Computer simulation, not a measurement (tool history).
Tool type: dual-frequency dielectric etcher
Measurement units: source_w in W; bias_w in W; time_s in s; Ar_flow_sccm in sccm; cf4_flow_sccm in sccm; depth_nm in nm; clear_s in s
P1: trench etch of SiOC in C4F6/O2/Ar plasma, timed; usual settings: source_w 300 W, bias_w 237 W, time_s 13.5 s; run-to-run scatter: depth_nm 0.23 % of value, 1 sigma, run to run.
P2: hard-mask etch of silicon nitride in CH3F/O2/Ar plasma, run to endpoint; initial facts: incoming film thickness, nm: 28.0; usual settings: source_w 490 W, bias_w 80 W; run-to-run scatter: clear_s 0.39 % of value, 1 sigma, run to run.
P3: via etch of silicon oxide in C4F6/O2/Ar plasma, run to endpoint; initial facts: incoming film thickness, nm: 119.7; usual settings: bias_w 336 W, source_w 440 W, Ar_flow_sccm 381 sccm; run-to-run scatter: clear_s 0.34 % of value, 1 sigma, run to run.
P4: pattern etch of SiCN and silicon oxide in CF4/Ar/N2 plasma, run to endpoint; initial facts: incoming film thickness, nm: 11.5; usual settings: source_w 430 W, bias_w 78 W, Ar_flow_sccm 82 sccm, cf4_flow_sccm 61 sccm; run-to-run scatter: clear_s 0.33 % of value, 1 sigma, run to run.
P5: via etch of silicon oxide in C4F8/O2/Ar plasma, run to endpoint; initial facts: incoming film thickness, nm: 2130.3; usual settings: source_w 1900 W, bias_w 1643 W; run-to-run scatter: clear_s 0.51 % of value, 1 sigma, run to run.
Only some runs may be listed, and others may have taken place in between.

Run 1, hour 7.5: process P1, source_w 300 W, bias_w 237 W, time_s 13.5 s. Result: depth_nm 26.861 nm.
Run 2, hour 12.3: process P5, source_w 1900 W, bias_w 1083 W. Result: clear_s 501.010 s.
Run 3, hour 18.5: process P1, source_w 300 W, bias_w 148 W, time_s 13.5 s. Result: depth_nm 22.919 nm.
Run 4, hour 24.9: process P3, source_w 440 W, bias_w 336 W, Ar_flow_sccm 381 sccm. Result: clear_s 30.901 s.
Run 5, hour 31.5: process P4, source_w 430 W, bias_w 78 W, Ar_flow_sccm 82 sccm, cf4_flow_sccm 61 sccm. Result: clear_s 13.274 s.
Run 6, hour 38.3: process P1, source_w 410 W, bias_w 237 W, time_s 13.5 s. Result: depth_nm 30.214 nm.
Run 7, hour 45.0: process P1, source_w 300 W, bias_w 237 W, time_s 13.5 s. Result: depth_nm 26.723 nm.
Run 8, hour 51.4: process P1, source_w 200 W, bias_w 164 W, time_s 13.5 s. Result: depth_nm 20.343 nm.
Run 9, hour 58.6: process P1, source_w 300 W, bias_w 335 W, time_s 13.5 s. Result: depth_nm 30.257 nm.
Run 10, hour 64.1: process P2, source_w 290 W, bias_w 80 W. Result: clear_s 45.168 s.
Run 11, hour 69.0: process P3, source_w 620 W, bias_w 336 W, Ar_flow_sccm 381 sccm. Result: clear_s 26.914 s.
Run 12, hour 77.1: process P1, source_w 300 W, bias_w 199 W, time_s 7.5 s. Result: depth_nm 14.055 nm.
Run 13, hour 84.2: process P3, source_w 440 W, bias_w 336 W, Ar_flow_sccm 289 sccm. Result: clear_s 29.683 s.
Run 14, hour 90.2: process P1, source_w 380 W, bias_w 237 W, time_s 17.0 s. Result: depth_nm 36.838 nm.
Run 15, hour 97.3: process P4, source_w 250 W, bias_w 78 W, Ar_flow_sccm 82 sccm, cf4_flow_sccm 61 sccm. Result: clear_s 21.440 s.
At hour 99.2: source power generator calibrated.
Run 16, hour 105.5: process P1, source_w 300 W, bias_w 237 W, time_s 7.5 s. Result: depth_nm 14.858 nm.
Run 17, hour 112.1: process P5, source_w 1900 W, bias_w 1643 W. Result: clear_s 445.050 s.
Run 18, hour 116.0: process P3, source_w 440 W, bias_w 336 W, Ar_flow_sccm 381 sccm. Result: clear_s 30.691 s.
Run 19, hour 121.6: process P2, source_w 490 W, bias_w 80 W. Result: clear_s 37.036 s.
Run 20, hour 130.2: process P2, source_w 490 W, bias_w 54 W. Result: clear_s 42.269 s.
Run 21, hour 134.3: process P1, source_w 180 W, bias_w 237 W, time_s 13.5 s. Result: depth_nm 22.114 nm.
Run 22, hour 142.7: process P1, source_w 300 W, bias_w 237 W, time_s 13.5 s. Result: depth_nm 26.862 nm.
Run 23, hour 148.3: process P1, source_w 300 W, bias_w 237 W, time_s 18.0 s. Result: depth_nm 35.777 nm.
Run 24, hour 155.2: process P5, source_w 1330 W, bias_w 1643 W. Result: clear_s 520.510 s.
Run 25, hour 162.8: process P4, source_w 430 W, bias_w 78 W, Ar_flow_sccm 82 sccm, cf4_flow_sccm 44 sccm. Result: clear_s 13.893 s.
Run 26, hour 167.9: process P4, source_w 430 W, bias_w 78 W, Ar_flow_sccm 61 sccm, cf4_flow_sccm 61 sccm. Result: clear_s 12.788 s.
Run 27, hour 176.1: process P1, source_w 300 W, bias_w 237 W, time_s 13.5 s. Result: depth_nm 26.795 nm.
Run 28, hour 180.3: process P4, source_w 430 W, bias_w 47 W, Ar_flow_sccm 82 sccm, cf4_flow_sccm 61 sccm. Result: clear_s 15.613 s.
Run 29, hour 184.2: process P3, source_w 440 W, bias_w 206 W, Ar_flow_sccm 381 sccm. Result: clear_s 36.313 s.
Run 30, hour 188.2: process P1, source_w 300 W, bias_w 237 W, time_s 13.5 s. Result: depth_nm 26.683 nm.
Run 31, hour 195.2: process P1, source_w 300 W, bias_w 237 W, time_s 13.5 s. Result: depth_nm 26.751 nm.
Run 32, hour 203.9: process P1, source_w 300 W, bias_w 237 W, time_s 13.5 s. Result: depth_nm 26.999 nm.
Run 33, hour 211.8: process P1, source_w 300 W, bias_w 237 W, time_s 13.5 s. Result: depth_nm 27.094 nm.
Run 34, hour 217.1: process P1, source_w 300 W, bias_w 237 W, time_s 13.5 s. Result: depth_nm 27.087 nm.
At hour 218.6: wet clean of the chamber.
Run 35, hour 224.5: process P1, source_w 300 W, bias_w 237 W, time_s 13.5 s. Result: depth_nm 27.149 nm.
Run 36, hour 229.4: process P1, source_w 300 W, bias_w 237 W, time_s 13.5 s. Result: depth_nm 27.161 nm.
Run 37, hour 233.7: process P1, source_w 300 W, bias_w 237 W, time_s 13.5 s. Result: depth_nm 27.152 nm.
Run 38, hour 239.2: process P1, source_w 300 W, bias_w 237 W, time_s 13.5 s. Result: depth_nm 27.190 nm.
Run 39, hour 244.0: process P1, source_w 300 W, bias_w 237 W, time_s 13.5 s. Result: depth_nm 27.186 nm.

P1 has crept away from where it was. The log is fitted equally well by each of these 2 causes, at the sizes shown:
A: bias power that arrives over what is set, % = 4.61
B: source power that arrives over what is set, % = 4.14
Onset of the creep was near hour 195.2.
Each remaining cause and why it is not a fit:
chamber walls in a state that raises the etch rate, %: serviced after onset, at hour 218.6, with no recovery of the prior output

You are offered 4 check runs, listed below with question marks in place of their results; each one averages 2 wafers. Which run separates the listed causes by giving clearly different results for each?
Run check 1, hour 248.8: process P3, source_w 510 W, bias_w 209 W, Ar_flow_sccm 381 sccm. Result: clear_s ?.
Run check 2, hour 248.8: process P2, source_w 330 W, bias_w 56 W. Result: clear_s ?.
Run check 3, hour 248.8: process P5, source_w 1900 W, bias_w 1285 W. Result: clear_s ?.
Run check 4, hour 248.8: process P4, source_w 300 W, bias_w 47 W, Ar_flow_sccm 82 sccm, cf4_flow_sccm 61 sccm. Result: clear_s ?.

Outcome of each check run for each possible cause:
  check   result     if A     if B
check 1  clear_s   33.570   33.522
check 2  clear_s   47.970   47.935
check 3  clear_s  474.100  471.790
check 4  clear_s   21.327   20.863
Per check, the gap between the least separated pair of causes, taken in the result that splits them most: check 1 0.15 %; check 2 0.07 %; check 3 0.49 %; check 4 2.2 %
The causes can be told apart only by check 4. The other checks would give nearly the same results under each of them.

Here is what check 4 returned: clear_s 20.844 s. Which cause is it?

B is the cause: source power that arrives over what is set, %.
